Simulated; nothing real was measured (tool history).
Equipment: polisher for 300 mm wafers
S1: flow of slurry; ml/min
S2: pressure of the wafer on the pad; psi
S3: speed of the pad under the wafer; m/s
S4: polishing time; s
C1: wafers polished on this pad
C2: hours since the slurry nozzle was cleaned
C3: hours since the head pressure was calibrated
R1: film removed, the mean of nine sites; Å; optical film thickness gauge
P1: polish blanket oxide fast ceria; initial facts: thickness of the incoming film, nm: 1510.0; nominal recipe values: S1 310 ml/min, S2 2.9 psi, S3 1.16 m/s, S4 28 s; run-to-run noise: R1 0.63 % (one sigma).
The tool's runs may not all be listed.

run  hour   S1   S2    S3  S4    C1     C2     C3      R1
  1   5.5  310  2.9  1.16  28   318  468.0  105.7  5720.5
  2  11.4  185  2.9  1.16  28   398  473.9  111.6  5393.2
  3  16.9  310  2.9  1.16  28   474  479.4  117.1  5762.2
  4  19.9  310  3.8  1.16  18   515  482.4  120.1  4840.1
  5  22.9  310  2.9  1.16  43   556  485.4  123.1  8802.8
  6  29.1  310  2.9  1.16  28   640  491.6  129.3  5757.6
  7  34.0  310  2.9  1.16  19   707  496.5  134.2  3893.4
  8  39.7  310  4.5  1.16  28   785  502.2  139.9  8846.1
  9  46.1  310  2.9  1.16  28   873  508.6  146.3  5681.5
 10  50.7  310  1.7  1.16  28   936  513.2  150.9  3387.7
 11  56.7  395  2.9  1.16  28  1018  519.2  156.9  5775.6
 12  60.1  310  2.9  1.16  28  1064  522.6  160.3  5734.6
 13  66.2  310  2.9  1.82  28  1148  528.7  166.4  8966.8
 14  69.8  310  2.9  0.52  28  1197  532.3  170.0  2566.3
 15  74.4  455  2.9  1.16  36  1260  536.9  174.6  7660.7
 16  78.4  310  2.9  1.16  28  1314  540.9  178.6  5727.8
 17  82.7  310  2.9  1.16  28  1373  545.2  182.9  5638.0
 18  85.9  310  2.9  1.16  28  1417  548.4  186.1  5654.7

Run 19 comes next. What will it give?
 19  91.9  310  2.9  1.16  28  1499  554.4  192.1   ?

R1: 5593.6 Å
